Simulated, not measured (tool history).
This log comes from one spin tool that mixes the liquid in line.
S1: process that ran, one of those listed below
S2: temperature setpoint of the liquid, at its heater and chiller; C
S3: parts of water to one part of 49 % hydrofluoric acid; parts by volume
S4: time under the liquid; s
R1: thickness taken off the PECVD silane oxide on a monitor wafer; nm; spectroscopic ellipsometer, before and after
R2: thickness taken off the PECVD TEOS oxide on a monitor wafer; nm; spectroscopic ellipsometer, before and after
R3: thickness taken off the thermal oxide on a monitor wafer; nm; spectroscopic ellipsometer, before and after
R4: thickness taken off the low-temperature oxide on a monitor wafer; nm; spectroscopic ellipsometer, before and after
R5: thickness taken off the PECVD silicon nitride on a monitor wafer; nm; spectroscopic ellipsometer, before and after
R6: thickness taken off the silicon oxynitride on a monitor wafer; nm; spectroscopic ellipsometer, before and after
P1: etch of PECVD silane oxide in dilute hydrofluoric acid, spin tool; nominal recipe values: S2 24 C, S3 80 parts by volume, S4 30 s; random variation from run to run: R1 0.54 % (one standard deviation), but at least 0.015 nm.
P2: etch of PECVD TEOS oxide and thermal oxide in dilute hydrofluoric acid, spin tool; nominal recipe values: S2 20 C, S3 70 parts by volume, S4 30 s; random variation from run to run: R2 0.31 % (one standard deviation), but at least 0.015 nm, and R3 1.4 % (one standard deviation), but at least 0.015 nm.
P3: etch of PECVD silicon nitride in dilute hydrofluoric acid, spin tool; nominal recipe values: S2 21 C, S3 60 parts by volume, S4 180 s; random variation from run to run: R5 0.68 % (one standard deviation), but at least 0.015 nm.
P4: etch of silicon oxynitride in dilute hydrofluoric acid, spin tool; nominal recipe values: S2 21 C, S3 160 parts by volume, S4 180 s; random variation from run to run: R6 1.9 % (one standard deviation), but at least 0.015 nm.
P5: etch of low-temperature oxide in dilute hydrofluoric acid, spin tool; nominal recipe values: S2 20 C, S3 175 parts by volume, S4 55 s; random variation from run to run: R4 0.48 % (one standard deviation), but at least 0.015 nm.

run   hour  S1    S2   S3   S4      R1      R2      R3      R4      R5      R6
  1   10.7  P1    24   80   30  7.9923
  2   17.7  P2    20   20   30          39.951  6.2577
  3   25.1  P5    20  175   90                          9.2078
  4   33.8  P3    21  105  180                                  2.4419
  5   40.6  P2    20   70   30          10.712  1.7138
  6   51.6  P1    17   80   30  6.0795
  7     62  P1    24   25   30  27.752
  8   69.1  P1    24   80   30  8.0984
  9     79  P1    24   80   30  8.1392
 10   84.5  P2    20   70   30          10.741  1.7333
 11   92.6  P1    24   80   30  8.0871
 12   98.3  P1  31.5   80   30  10.782
 13  110.1  P4    21   65  180                                          3.6724
 14  121.9  P2    20   70   60          21.547  3.3482
 15  133.7  P5    20   30   55                          38.505
 16  138.9  P5    17  175   55                          5.0531
 17  148.4  P1    24   80   15  4.0061
 18  155.6  P2  24.5   70   30          12.941  2.0425
 19  162.1  P4    21  160  355                                          2.6856
 20  171.9  P4    25  160  180                                          1.6334
 21  183.2  P5    20  175   55                          5.6562
 22  191.8  P5    20  175   55                          5.6496
 23    201  P1    24   80   55  14.824
 24  212.6  P1    24  140   30  4.3647
 25  224.3  P1    28  135   30  5.2212
 26  231.1  P3    21   60  325                                  7.6503
 27  238.5  P3    21   60  180                                  4.1718
 28  247.5  P4    21  160  180                                          1.3761
 29  256.7  P3    17   60  180                                  3.1935
 30  264.8  P1    24   80   30  8.0933
 31  276.2  P1    24   80   30  8.4242
 32  281.9  P1    24   80   30  8.5502
 33  288.3  P1    24   80   30  8.6743
 34  296.8  P1    24   80   30  8.7284
 35  306.1  P1    24   80   30  8.8734
 36  314.6  P1    24   80   30  8.7749
 37  321.9  P1    24   80   30  8.8497
 38  327.6  P1    24   80   30  8.9689
 39  338.7  P1    24   80   30   8.825
 40  347.5  P1    24   80   30  8.8498
 41  352.9  P1    24   80   30   8.891

P1 has crept away from where it was. The log is fitted equally well by each of these 2 causes, at the sizes shown:
A: liquid hotter than its thermometer reads (K) = 2.33
B: hydrofluoric acid flow above the setpoint (%) = 8.78
The creep began at about hour 264.8.

The check runs listed below each take one wafer, and their results are still question marks. Under which run would the listed causes lead to clearly different results?
check 1  358.3  P3  21   60  180                   ?
check 2  358.3  P5  20  175   55               ?
check 3  358.3  P2  20   70   30       ?   ?
check 4  358.3  P4  21  160  180                       ?

What every check run would give for each of its results, assuming each possible cause in turn:
  check  result    if A    if B
check 1      R5  4.9285  4.5654
check 2      R4  6.1755  6.2269
check 3      R2  11.821  11.752
check 3      R3  1.8523  1.8414
check 4      R6  1.5053  1.4831
Gap, in per cent, between the two causes that each check separates least, read from the result that separates them most: check 1 7.65 %; check 2 0.83 %; check 3 0.59 %; check 4 1.49 %
The other checks would show nearly matching results whichever cause is true, so check 1 is the only one that separates the causes.

Running check 1 produced the following: R5 4.9254 nm. Which one of the listed causes fits?

Of the candidate causes, it is A: liquid hotter than its thermometer reads (K).
